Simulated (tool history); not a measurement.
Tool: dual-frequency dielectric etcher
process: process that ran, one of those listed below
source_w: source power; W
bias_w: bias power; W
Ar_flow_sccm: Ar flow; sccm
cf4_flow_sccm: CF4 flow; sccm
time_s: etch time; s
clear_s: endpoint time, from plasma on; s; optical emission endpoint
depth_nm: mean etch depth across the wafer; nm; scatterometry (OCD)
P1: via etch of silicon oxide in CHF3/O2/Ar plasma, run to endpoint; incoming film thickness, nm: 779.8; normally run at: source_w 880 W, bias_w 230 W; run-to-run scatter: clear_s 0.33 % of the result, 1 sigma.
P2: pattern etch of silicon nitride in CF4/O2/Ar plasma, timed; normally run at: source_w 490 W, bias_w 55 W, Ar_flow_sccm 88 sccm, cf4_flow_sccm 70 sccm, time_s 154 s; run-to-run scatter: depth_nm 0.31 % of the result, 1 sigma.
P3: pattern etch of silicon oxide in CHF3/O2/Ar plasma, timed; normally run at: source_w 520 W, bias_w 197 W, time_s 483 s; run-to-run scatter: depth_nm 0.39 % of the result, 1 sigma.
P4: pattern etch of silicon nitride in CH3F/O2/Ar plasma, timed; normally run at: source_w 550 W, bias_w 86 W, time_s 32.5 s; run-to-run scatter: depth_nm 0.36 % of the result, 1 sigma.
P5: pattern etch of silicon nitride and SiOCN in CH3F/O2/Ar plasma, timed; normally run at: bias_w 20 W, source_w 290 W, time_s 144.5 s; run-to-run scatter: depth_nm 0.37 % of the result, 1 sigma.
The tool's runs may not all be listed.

run	hour	process	source_w	bias_w	Ar_flow_sccm	cf4_flow_sccm	time_s	clear_s	depth_nm
1	5.6	P1	880	230				310.76	
2	16	P2	490	75	88	70	154		326.69
3	22.3	P1	880	230				310.43	
4	31.2	P2	600	55	88	70	154		344.15
5	40.7	P4	550	61			32.5		23.801
6	46.4	P2	490	55	88	99	154		301.34
7	51.7	P5	170	20			144.5		14.238
8	56.3	P1	620	192				376.37	
9	62.8	P3	520	197			483		912.57
10	72.3	P2	490	55	88	70	154		288.03
11	80.4	P4	550	86			32.5		26.725
12	90.4	P3	520	197			483		910.98
13	99	P3	520	197			623.5		1177.7
14	105.2	P5	290	13			144.5		14.04
15	114.9	P4	550	86			45		36.994
16	120.1	P4	740	86			32.5		30.013
17	125.1	P1	880	230				310.19	
18	135	P1	680	230				342.41	
19	141.2	P1	880	230				309.87	
20	150.2	P1	880	230				311.81	
21	158.9	P1	1240	230				272.27	
22	168.1	P5	290	20			85		9.9882
23	177.4	P1	880	316				276.06	
24	187.1	P3	670	197			483		1004.3
25	196.8	P1	880	230				311.48	
# hour 197.6: wet clean of the chamber
26	206.3	P1	880	150				357.1	
27	215.5	P3	520	154			483		840.69
28	223.4	P2	490	55	88	70	117		219.32
29	231	P5	290	20			144.5		16.818

Run 30 comes next. What will it give?
30	240.3	P2	490	55	60	70	154		?

Run 30 gave depth_nm 303.05 nm.
